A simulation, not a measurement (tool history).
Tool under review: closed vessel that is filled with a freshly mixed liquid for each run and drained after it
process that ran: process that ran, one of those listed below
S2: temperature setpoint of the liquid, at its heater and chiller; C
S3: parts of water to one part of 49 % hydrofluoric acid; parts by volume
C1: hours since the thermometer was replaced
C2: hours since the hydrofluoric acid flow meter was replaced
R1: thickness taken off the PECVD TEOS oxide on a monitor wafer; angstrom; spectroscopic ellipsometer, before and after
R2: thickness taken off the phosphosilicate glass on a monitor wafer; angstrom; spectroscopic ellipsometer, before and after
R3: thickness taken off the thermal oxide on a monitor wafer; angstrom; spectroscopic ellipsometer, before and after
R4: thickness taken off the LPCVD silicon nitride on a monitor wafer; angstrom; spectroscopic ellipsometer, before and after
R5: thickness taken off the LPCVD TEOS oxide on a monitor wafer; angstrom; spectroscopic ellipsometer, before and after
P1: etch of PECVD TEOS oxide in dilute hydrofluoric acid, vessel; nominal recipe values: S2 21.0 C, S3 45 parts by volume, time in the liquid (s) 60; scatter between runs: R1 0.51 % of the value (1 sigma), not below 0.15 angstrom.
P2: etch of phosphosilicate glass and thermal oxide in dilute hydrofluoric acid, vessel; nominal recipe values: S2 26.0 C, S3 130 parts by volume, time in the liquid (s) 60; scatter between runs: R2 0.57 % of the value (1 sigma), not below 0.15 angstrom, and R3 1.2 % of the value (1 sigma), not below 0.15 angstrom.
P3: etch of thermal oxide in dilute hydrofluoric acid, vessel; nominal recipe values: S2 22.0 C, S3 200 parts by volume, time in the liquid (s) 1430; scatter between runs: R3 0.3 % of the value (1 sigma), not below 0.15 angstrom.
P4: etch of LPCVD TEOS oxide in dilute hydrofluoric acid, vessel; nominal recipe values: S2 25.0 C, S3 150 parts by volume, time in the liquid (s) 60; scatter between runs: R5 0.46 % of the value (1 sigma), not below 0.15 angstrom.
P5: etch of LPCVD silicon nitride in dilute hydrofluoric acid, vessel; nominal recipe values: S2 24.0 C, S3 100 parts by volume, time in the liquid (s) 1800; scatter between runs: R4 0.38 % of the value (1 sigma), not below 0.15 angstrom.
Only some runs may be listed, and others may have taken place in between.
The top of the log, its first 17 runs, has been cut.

run 18 hour=204.9 | process_that_ran=P4 S2=25.0 S3=150 time_in_the_liquid_(s)=60 | C1=98.7 C2=877.1 | R5=73.865
run 19 hour=215.7 | process_that_ran=P4 S2=33.0 S3=150 time_in_the_liquid_(s)=60 | C1=109.5 C2=887.9 | R5=98.900
run 20 hour=222.5 | process_that_ran=P1 S2=28.0 S3=45 time_in_the_liquid_(s)=60 | C1=116.3 C2=894.7 | R1=255.560
run 21 hour=231.3 | process_that_ran=P3 S2=17.5 S3=200 time_in_the_liquid_(s)=1430 | C1=125.1 C2=903.5 | R3=232.560
run 22 hour=245.6 | process_that_ran=P3 S2=22.0 S3=55 time_in_the_liquid_(s)=1430 | C1=139.4 C2=917.8 | R3=1185.700
run 23 hour=256.4 | process_that_ran=P1 S2=21.0 S3=60 time_in_the_liquid_(s)=60 | C1=150.2 C2=928.6 | R1=139.190
run 24 hour=269.2 | process_that_ran=P1 S2=21.0 S3=45 time_in_the_liquid_(s)=105 | C1=163.0 C2=941.4 | R1=333.950
run 25 hour=281.9 | process_that_ran=P5 S2=32.5 S3=100 time_in_the_liquid_(s)=1800 | C1=175.7 C2=954.1 | R4=165.930
run 26 hour=291.1 | process_that_ran=P3 S2=22.0 S3=200 time_in_the_liquid_(s)=1430 | C1=184.9 C2=963.3 | R3=278.880
run 27 hour=302.7 | process_that_ran=P1 S2=21.0 S3=45 time_in_the_liquid_(s)=60 | C1=196.5 C2=974.9 | R1=190.980
run 28 hour=313.8 | process_that_ran=P4 S2=25.0 S3=150 time_in_the_liquid_(s)=60 | C1=207.6 C2=986.0 | R5=74.231
run 29 hour=326.1 | process_that_ran=P4 S2=25.0 S3=150 time_in_the_liquid_(s)=120 | C1=219.9 C2=998.3 | R5=147.440
run 30 hour=339.6 | process_that_ran=P1 S2=21.0 S3=45 time_in_the_liquid_(s)=30 | C1=233.4 C2=1011.8 | R1=95.439
run 31 hour=354.3 | process_that_ran=P1 S2=21.0 S3=45 time_in_the_liquid_(s)=60 | C1=248.1 C2=1026.5 | R1=190.890

Expected results for the next run?
run 32 hour=367.4 | process_that_ran=P2 S2=26.0 S3=130 time_in_the_liquid_(s)=60 | C1=261.2 C2=1039.6 | R2=? R3=?

R2: 886.06 angstrom
R3: 22.227 angstrom
